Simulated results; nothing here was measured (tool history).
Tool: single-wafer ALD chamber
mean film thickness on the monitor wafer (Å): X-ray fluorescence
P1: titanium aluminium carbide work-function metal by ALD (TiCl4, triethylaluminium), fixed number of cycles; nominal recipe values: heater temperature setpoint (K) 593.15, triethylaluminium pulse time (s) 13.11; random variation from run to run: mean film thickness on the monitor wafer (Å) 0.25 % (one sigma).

run,hour,heater temperature setpoint (K),triethylaluminium pulse time (s),hours since the last thermocouple change,hours since the last triethylaluminium bottle change,mean film thickness on the monitor wafer (Å)
1,11.9,593.15,13.11,688.2,616,21.882
# hour 15.5: thermocouple changed; heater temperature recalibrated
2,21.5,593.15,13.11,6.1,625.6,21.866
# hour 28.2: triethylaluminium bottle replaced
3,29.9,593.15,13.11,14.5,1.7,21.962
4,38.8,614.15,13.11,23.4,10.6,23.838
5,45.7,571.15,19.35,30.3,17.5,20.261
6,51,593.15,6.15,35.6,22.8,19.571
7,58,593.15,13.11,42.6,29.8,21.944
8,67.5,593.15,21.77,52.1,39.3,22.189
9,75.3,593.15,13.11,59.9,47.1,21.967
10,82.7,611.15,7.35,67.3,54.5,21.903
11,93.4,570.15,13.11,78,65.2,19.887
12,100.6,593.15,13.11,85.2,72.4,21.931
13,107.5,593.15,13.11,92.1,79.3,21.795
14,115.9,593.15,13.11,100.5,87.7,21.765
15,125,593.15,13.11,109.6,96.8,21.728
16,134.4,593.15,13.11,119,106.2,21.579
17,143.6,593.15,13.11,128.2,115.4,21.57
18,153.1,593.15,13.11,137.7,124.9,21.575
19,163.1,593.15,13.11,147.7,134.9,21.593
20,168.3,593.15,13.11,152.9,140.1,21.569
21,180.2,593.15,13.11,164.8,152,21.559

The log shows P1 creeping away from where it was. Any of the 2 causes listed here, at the size stated for it, fits the log just as well as the others:
A: wafer temperature below the value expected at the setpoint (K) = 3.53
B: triethylaluminium dose below that of a fresh bottle (%) = 18.4
The creep began at about hour 100.6.

Each of the 4 check runs below uses one wafer; its results are left as question marks. Which run tells the causes apart?
check 1,192.1,613.15,13.11,,,?
check 2,192.1,576.15,8.76,,,?
check 3,192.1,612.15,13.11,,,?
check 4,192.1,572.15,13.11,,,?

Predicted outcomes, by check and by cause:
check,result,if A,if B
check 1,mean film thickness on the monitor wafer (Å),23.39,23.369
check 2,mean film thickness on the monitor wafer (Å),19.336,18.885
check 3,mean film thickness on the monitor wafer (Å),23.3,23.28
check 4,mean film thickness on the monitor wafer (Å),19.757,19.779
How far apart the two closest causes lie, in the result that separates them most: check 1 0.09 %; check 2 2.36 %; check 3 0.09 %; check 4 0.11 %
Only in check 2 would the causes give clearly different results; in the remaining checks their results would be nearly the same.

Running check 2 produced the following: mean film thickness on the monitor wafer (Å) 19.299. Which one of the listed causes fits?

It was cause A: wafer temperature below the value expected at the setpoint (K).

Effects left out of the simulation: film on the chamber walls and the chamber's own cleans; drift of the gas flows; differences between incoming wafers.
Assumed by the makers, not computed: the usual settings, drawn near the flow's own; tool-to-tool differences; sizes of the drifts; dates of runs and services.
